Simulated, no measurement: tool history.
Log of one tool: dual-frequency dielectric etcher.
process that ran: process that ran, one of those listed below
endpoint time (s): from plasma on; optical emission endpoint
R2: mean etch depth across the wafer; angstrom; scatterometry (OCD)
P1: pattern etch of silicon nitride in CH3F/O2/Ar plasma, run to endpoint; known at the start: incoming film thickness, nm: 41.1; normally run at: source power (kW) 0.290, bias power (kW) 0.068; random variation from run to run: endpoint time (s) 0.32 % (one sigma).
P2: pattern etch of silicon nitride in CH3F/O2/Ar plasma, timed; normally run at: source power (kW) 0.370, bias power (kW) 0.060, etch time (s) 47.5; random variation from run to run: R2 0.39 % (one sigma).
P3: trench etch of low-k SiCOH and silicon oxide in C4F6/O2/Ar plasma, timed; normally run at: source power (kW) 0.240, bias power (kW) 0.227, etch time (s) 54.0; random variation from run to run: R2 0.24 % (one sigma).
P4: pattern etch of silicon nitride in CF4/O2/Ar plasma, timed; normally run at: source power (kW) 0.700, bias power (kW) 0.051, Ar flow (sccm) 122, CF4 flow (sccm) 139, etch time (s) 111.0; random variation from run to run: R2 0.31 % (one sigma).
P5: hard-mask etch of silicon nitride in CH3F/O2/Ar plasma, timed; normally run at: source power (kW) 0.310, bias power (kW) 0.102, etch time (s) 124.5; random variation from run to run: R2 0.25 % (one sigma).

run 1 day=0.700 | process_that_ran=P1 source_power_(kW)=0.290 bias_power_(kW)=0.068 | endpoint_time_(s)=69.929
run 2 day=1.129 | process_that_ran=P1 source_power_(kW)=0.290 bias_power_(kW)=0.068 | endpoint_time_(s)=69.837
run 3 day=1.779 | process_that_ran=P4 source_power_(kW)=0.920 bias_power_(kW)=0.051 Ar_flow_(sccm)=122 CF4_flow_(sccm)=139 etch_time_(s)=111.0 | R2=3769.00
run 4 day=2.221 | process_that_ran=P2 source_power_(kW)=0.370 bias_power_(kW)=0.060 etch_time_(s)=47.5 | R2=304.77
run 5 day=3.000 | process_that_ran=P1 source_power_(kW)=0.290 bias_power_(kW)=0.051 | endpoint_time_(s)=76.540
run 6 day=3.575 | process_that_ran=P4 source_power_(kW)=0.700 bias_power_(kW)=0.051 Ar_flow_(sccm)=122 CF4_flow_(sccm)=139 etch_time_(s)=154.0 | R2=4118.20
run 7 day=3.958 | process_that_ran=P1 source_power_(kW)=0.290 bias_power_(kW)=0.068 | endpoint_time_(s)=69.751
run 8 day=4.467 | process_that_ran=P2 source_power_(kW)=0.370 bias_power_(kW)=0.060 etch_time_(s)=47.5 | R2=304.25
run 9 day=4.812 | process_that_ran=P2 source_power_(kW)=0.370 bias_power_(kW)=0.082 etch_time_(s)=47.5 | R2=337.44
run 10 day=5.304 | process_that_ran=P3 source_power_(kW)=0.240 bias_power_(kW)=0.227 etch_time_(s)=31.0 | R2=898.12
run 11 day=5.900 | process_that_ran=P4 source_power_(kW)=0.700 bias_power_(kW)=0.064 Ar_flow_(sccm)=122 CF4_flow_(sccm)=139 etch_time_(s)=111.0 | R2=3224.30
-- day=6.029 bias power generator calibrated
run 12 day=6.592 | process_that_ran=P5 source_power_(kW)=0.430 bias_power_(kW)=0.102 etch_time_(s)=124.5 | R2=1009.40
run 13 day=7.017 | process_that_ran=P1 source_power_(kW)=0.290 bias_power_(kW)=0.096 | endpoint_time_(s)=61.581
run 14 day=7.362 | process_that_ran=P4 source_power_(kW)=0.700 bias_power_(kW)=0.051 Ar_flow_(sccm)=122 CF4_flow_(sccm)=103 etch_time_(s)=111.0 | R2=2845.20
run 15 day=8.021 | process_that_ran=P3 source_power_(kW)=0.240 bias_power_(kW)=0.227 etch_time_(s)=54.0 | R2=1559.60
run 16 day=8.638 | process_that_ran=P3 source_power_(kW)=0.160 bias_power_(kW)=0.227 etch_time_(s)=54.0 | R2=1348.00
run 17 day=9.071 | process_that_ran=P5 source_power_(kW)=0.310 bias_power_(kW)=0.073 etch_time_(s)=124.5 | R2=792.91
run 18 day=9.779 | process_that_ran=P1 source_power_(kW)=0.180 bias_power_(kW)=0.068 | endpoint_time_(s)=83.223
run 19 day=10.462 | process_that_ran=P5 source_power_(kW)=0.310 bias_power_(kW)=0.102 etch_time_(s)=124.5 | R2=897.32
run 20 day=11.092 | process_that_ran=P4 source_power_(kW)=0.700 bias_power_(kW)=0.051 Ar_flow_(sccm)=72 CF4_flow_(sccm)=139 etch_time_(s)=111.0 | R2=3132.50
run 21 day=11.529 | process_that_ran=P2 source_power_(kW)=0.370 bias_power_(kW)=0.060 etch_time_(s)=32.0 | R2=205.99
run 22 day=12.017 | process_that_ran=P1 source_power_(kW)=0.290 bias_power_(kW)=0.068 | endpoint_time_(s)=69.592
run 23 day=12.479 | process_that_ran=P5 source_power_(kW)=0.310 bias_power_(kW)=0.102 etch_time_(s)=75.0 | R2=540.74
run 24 day=12.938 | process_that_ran=P2 source_power_(kW)=0.250 bias_power_(kW)=0.060 etch_time_(s)=47.5 | R2=260.82
run 25 day=13.679 | process_that_ran=P1 source_power_(kW)=0.290 bias_power_(kW)=0.068 | endpoint_time_(s)=69.941
run 26 day=14.067 | process_that_ran=P1 source_power_(kW)=0.390 bias_power_(kW)=0.068 | endpoint_time_(s)=62.587
-- day=14.429 wet clean of the chamber
run 27 day=14.650 | process_that_ran=P3 source_power_(kW)=0.240 bias_power_(kW)=0.311 etch_time_(s)=54.0 | R2=1745.00
run 28 day=15.367 | process_that_ran=P1 source_power_(kW)=0.370 bias_power_(kW)=0.094 | endpoint_time_(s)=56.837
run 29 day=16.067 | process_that_ran=P1 source_power_(kW)=0.290 bias_power_(kW)=0.068 | endpoint_time_(s)=69.946
run 30 day=16.600 | process_that_ran=P4 source_power_(kW)=0.700 bias_power_(kW)=0.051 Ar_flow_(sccm)=122 CF4_flow_(sccm)=139 etch_time_(s)=111.0 | R2=2948.70
run 31 day=17.088 | process_that_ran=P1 source_power_(kW)=0.290 bias_power_(kW)=0.068 | endpoint_time_(s)=70.328
run 32 day=17.492 | process_that_ran=P1 source_power_(kW)=0.290 bias_power_(kW)=0.068 | endpoint_time_(s)=69.981
run 33 day=18.108 | process_that_ran=P1 source_power_(kW)=0.290 bias_power_(kW)=0.068 | endpoint_time_(s)=70.470
run 34 day=18.854 | process_that_ran=P1 source_power_(kW)=0.290 bias_power_(kW)=0.068 | endpoint_time_(s)=70.578
run 35 day=19.592 | process_that_ran=P1 source_power_(kW)=0.290 bias_power_(kW)=0.068 | endpoint_time_(s)=70.467
run 36 day=20.288 | process_that_ran=P1 source_power_(kW)=0.290 bias_power_(kW)=0.068 | endpoint_time_(s)=71.058
run 37 day=20.842 | process_that_ran=P1 source_power_(kW)=0.290 bias_power_(kW)=0.068 | endpoint_time_(s)=70.761
-- day=21.075 wet clean of the chamber
run 38 day=21.325 | process_that_ran=P1 source_power_(kW)=0.290 bias_power_(kW)=0.068 | endpoint_time_(s)=70.312
run 39 day=21.779 | process_that_ran=P1 source_power_(kW)=0.290 bias_power_(kW)=0.068 | endpoint_time_(s)=71.005
run 40 day=22.483 | process_that_ran=P1 source_power_(kW)=0.290 bias_power_(kW)=0.068 | endpoint_time_(s)=70.653
run 41 day=22.925 | process_that_ran=P1 source_power_(kW)=0.290 bias_power_(kW)=0.068 | endpoint_time_(s)=71.132

What P1 gives has crept away from where it was. These 2 causes fit the log equally well, each at the size given:
A: source power that arrives under what is set, % = 4.17
B: bias power that arrives under what is set, % = 4.55
The creep began at about day 17.088.
Why every other cause is out:
chamber walls in a state that lowers the etch rate, %: serviced at day 21.075, which brought nothing back

4 check runs are offered, one wafer each, their results left as question marks. Which one tells the causes apart?
run check 1 day=23.367 | process_that_ran=P5 source_power_(kW)=0.430 bias_power_(kW)=0.102 etch_time_(s)=93.5 | R2=?
run check 2 day=23.367 | process_that_ran=P2 source_power_(kW)=0.370 bias_power_(kW)=0.080 etch_time_(s)=47.5 | R2=?
run check 3 day=23.367 | process_that_ran=P4 source_power_(kW)=0.700 bias_power_(kW)=0.051 Ar_flow_(sccm)=74 CF4_flow_(sccm)=139 etch_time_(s)=111.0 | R2=?
run check 4 day=23.367 | process_that_ran=P3 source_power_(kW)=0.240 bias_power_(kW)=0.309 etch_time_(s)=54.0 | R2=?

What each check would give under each cause:
check=check_1 result=R2 if_A=747.16 if_B=746.29
check=check_2 result=R2 if_A=329.60 if_B=329.49
check=check_3 result=R2 if_A=3010.70 if_B=3076.90
check=check_4 result=R2 if_A=1718.60 if_B=1717.20
How far apart the two closest causes lie, in the result that separates them most: check 1 0.12 %; check 2 0.03 %; check 3 2.18 %; check 4 0.08 %
Check 3 tells the causes apart: in the others they would give nearly the same result.

Then check 3 was run and gave: R2 3072.80 angstrom. Which cause is it?

It is B: bias power that arrives under what is set, %.

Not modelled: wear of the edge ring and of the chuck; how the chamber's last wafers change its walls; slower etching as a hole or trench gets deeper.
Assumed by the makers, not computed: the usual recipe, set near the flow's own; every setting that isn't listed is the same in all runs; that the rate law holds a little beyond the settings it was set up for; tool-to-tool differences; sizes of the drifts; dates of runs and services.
